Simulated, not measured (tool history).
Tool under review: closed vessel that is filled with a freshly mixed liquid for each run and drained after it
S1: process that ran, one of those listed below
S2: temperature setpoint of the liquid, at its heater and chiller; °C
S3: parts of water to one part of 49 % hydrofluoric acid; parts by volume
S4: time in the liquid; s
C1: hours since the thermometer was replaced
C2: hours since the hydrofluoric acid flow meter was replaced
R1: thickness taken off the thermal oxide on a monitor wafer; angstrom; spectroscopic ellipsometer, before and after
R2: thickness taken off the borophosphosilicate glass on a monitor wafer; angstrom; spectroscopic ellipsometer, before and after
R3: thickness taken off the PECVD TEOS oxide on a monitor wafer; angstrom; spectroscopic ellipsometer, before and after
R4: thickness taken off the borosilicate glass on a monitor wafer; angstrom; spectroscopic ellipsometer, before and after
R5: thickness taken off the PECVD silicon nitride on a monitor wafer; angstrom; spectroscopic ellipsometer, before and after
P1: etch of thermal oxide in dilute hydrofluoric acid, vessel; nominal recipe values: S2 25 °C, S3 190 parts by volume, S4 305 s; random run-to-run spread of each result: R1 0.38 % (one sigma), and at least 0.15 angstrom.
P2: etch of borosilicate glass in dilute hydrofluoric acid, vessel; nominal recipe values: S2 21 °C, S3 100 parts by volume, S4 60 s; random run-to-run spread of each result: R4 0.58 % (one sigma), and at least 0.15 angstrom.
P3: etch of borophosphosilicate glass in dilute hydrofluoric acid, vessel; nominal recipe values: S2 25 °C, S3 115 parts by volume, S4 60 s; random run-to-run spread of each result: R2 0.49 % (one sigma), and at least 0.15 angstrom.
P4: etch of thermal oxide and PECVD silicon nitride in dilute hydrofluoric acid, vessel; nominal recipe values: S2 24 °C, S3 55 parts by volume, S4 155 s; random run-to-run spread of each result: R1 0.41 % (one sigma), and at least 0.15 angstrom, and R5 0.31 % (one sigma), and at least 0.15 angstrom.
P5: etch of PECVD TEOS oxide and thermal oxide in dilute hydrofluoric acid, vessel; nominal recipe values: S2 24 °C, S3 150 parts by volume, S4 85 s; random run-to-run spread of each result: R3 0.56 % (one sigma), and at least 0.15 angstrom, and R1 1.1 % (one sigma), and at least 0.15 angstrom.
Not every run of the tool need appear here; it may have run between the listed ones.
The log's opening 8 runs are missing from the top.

run	hour	S1	S2	S3	S4	C1	C2	R1	R2	R3	R4	R5
9	82.2	P3	25	115	60	792.1	428.9		133.95			
10	88.4	P1	25	190	305	798.3	435.1	68.321				
11	96	P2	17.5	100	60	805.9	442.7				135.14	
12	105.2	P5	17	150	85	815.1	451.9	17.873		74.695		
13	116	P1	25	190	305	825.9	462.7	68.083				
14	126.6	P1	25	265	305	836.5	473.3	44.984				
15	137.1	P1	30.5	190	305	847	483.8	82.536				
16	148	P1	25	190	305	857.9	494.7	67.82				
17	157.9	P4	24	55	80	867.8	504.6	71.922				43.864
18	166	P1	29	275	305	875.9	512.7	49.569				
19	171.3	P1	19.5	250	305	881.2	518	39.699				
# hour 172.7: hydrofluoric acid flow meter replaced
20	177	P3	25	30	60	886.9	4.3		575.67			
21	184.6	P1	17	190	305	894.5	11.9	50.439				
22	195.3	P2	21	100	30	905.2	22.6				77.839	
23	203.4	P3	21.5	115	60	913.3	30.7		117.89			

Run 24 is up next; what results do you expect?
24	211.9	P3	25	115	60	921.8	39.2		?			

R2: 134.55 angstrom
